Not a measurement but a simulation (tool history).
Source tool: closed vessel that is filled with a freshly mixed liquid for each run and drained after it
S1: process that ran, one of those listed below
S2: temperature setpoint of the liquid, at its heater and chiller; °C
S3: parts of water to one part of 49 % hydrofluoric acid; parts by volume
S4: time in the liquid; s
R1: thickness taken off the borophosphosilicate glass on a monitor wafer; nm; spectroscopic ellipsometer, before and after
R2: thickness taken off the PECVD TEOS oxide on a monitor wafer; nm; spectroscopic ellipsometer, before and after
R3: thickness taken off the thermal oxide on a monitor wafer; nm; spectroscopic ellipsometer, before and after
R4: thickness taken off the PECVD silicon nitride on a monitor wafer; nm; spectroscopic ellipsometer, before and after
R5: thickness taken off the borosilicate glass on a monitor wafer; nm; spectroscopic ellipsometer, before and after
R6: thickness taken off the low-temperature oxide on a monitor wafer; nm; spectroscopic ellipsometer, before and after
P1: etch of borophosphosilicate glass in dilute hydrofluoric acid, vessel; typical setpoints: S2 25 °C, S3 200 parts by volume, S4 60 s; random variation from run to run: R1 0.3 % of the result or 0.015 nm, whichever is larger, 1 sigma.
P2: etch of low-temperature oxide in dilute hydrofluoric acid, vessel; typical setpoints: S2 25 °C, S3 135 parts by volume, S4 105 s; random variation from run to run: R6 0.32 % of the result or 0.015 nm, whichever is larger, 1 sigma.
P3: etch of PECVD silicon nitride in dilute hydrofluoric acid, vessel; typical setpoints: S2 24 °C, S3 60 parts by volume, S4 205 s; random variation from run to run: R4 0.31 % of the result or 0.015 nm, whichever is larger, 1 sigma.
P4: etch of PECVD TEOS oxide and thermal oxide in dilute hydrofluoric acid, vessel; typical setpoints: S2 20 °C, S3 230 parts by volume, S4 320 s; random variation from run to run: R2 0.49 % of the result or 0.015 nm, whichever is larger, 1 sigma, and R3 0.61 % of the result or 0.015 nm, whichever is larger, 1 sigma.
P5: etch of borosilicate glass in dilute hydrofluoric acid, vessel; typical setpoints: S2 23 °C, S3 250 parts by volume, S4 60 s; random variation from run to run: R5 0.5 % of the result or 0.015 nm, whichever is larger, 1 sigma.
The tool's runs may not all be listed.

run	day	S1	S2	S3	S4	R1	R2	R3	R4	R5	R6
1	0.458	P1	25	200	60	7.6598					
2	0.912	P4	20	230	485		17.963	7.3405			
3	1.433	P1	32	130	60	16.63					
4	1.796	P3	24	95	205				5.1845		
5	2.55	P1	25	200	30	3.8675					
6	3.129	P1	25	200	60	7.6808					
7	3.538	P5	23	250	60					7.0998	
8	4.183	P5	23	60	60					36.433	
9	4.508	P1	17.5	200	60	5.7588					
10	4.858	P1	25	200	115	14.661					
11	5.338	P1	29	130	60	14.853					
12	5.929	P1	33	200	60	10.104					
13	6.55	P3	32	60	205				13.689		
14	7.038	P3	24	60	205				8.117		
# day 7.154: hydrofluoric acid flow meter replaced
15	7.362	P2	18	135	105						6.2932
16	7.992	P2	25	135	105						8.3421
17	8.608	P1	25	355	60	3.7372					
18	9.146	P5	19.5	250	60					6.2383	
19	9.517	P4	26.5	230	320		15.014	6.072			
20	9.988	P1	25	200	60	7.758					
21	10.325	P3	24	60	205				8.1487		
22	10.654	P1	25	90	60	19.49					
23	11.162	P4	20	230	320		11.856	4.7961			
24	11.642	P2	25	250	105						3.9385
25	12.15	P2	25	135	105						8.3371
26	12.896	P3	24	60	350				13.884		
27	13.5	P4	20	230	320		11.835	4.8366			
28	13.967	P2	25	135	30						2.3725
29	14.529	P5	23	250	90					10.711	
30	15.2	P1	25	200	60	7.6547					
31	15.762	P4	20	55	320		59.356	24.447			
32	16.392	P1	25	200	60	7.6553					
33	16.854	P1	25	200	60	7.4891					
34	17.558	P1	25	200	60	7.2855					
35	18.288	P1	25	200	60	7.2402					
36	18.754	P1	25	200	60	7.2167					
37	19.296	P1	25	200	60	7.1284					
38	19.679	P1	25	200	60	7.1566					
39	20.138	P1	25	200	60	7.1896					

What P1 gives has crept away from where it was. These 2 causes fit the log equally well, each at the size given:
A: liquid colder than its thermometer reads (K) = 1.82
B: hydrofluoric acid flow below the setpoint (%) = 5.34
Onset of the creep was near day 16.392.

Of the 4 check runs listed below, each run on one wafer and each result written as a question mark, which would let you distinguish the listed causes because they would give clearly different results?
check 1	20.596	P4	20	230	320		?	?			
check 2	20.596	P3	24	60	205				?		
check 3	20.596	P2	25	135	105						?
check 4	20.596	P5	23	250	60					?	

If the cause were each of the candidates in turn, the checks would give the following:
check	result	if A	if B
check 1	R2	11.013	11.042
check 1	R3	4.5121	4.5241
check 2	R4	7.1946	7.71
check 3	R6	7.7562	7.8051
check 4	R5	6.6598	6.6452
Separation of the two closest causes in each check, using whichever result separates them best: check 1 0.27 %; check 2 6.92 %; check 3 0.63 %; check 4 0.22 %
Only in check 2 would the causes give clearly different results; in the remaining checks their results would be nearly the same.

Here is what check 2 returned: R4 7.7505 nm. Which cause is it?

The cause is B: hydrofluoric acid flow below the setpoint (%).
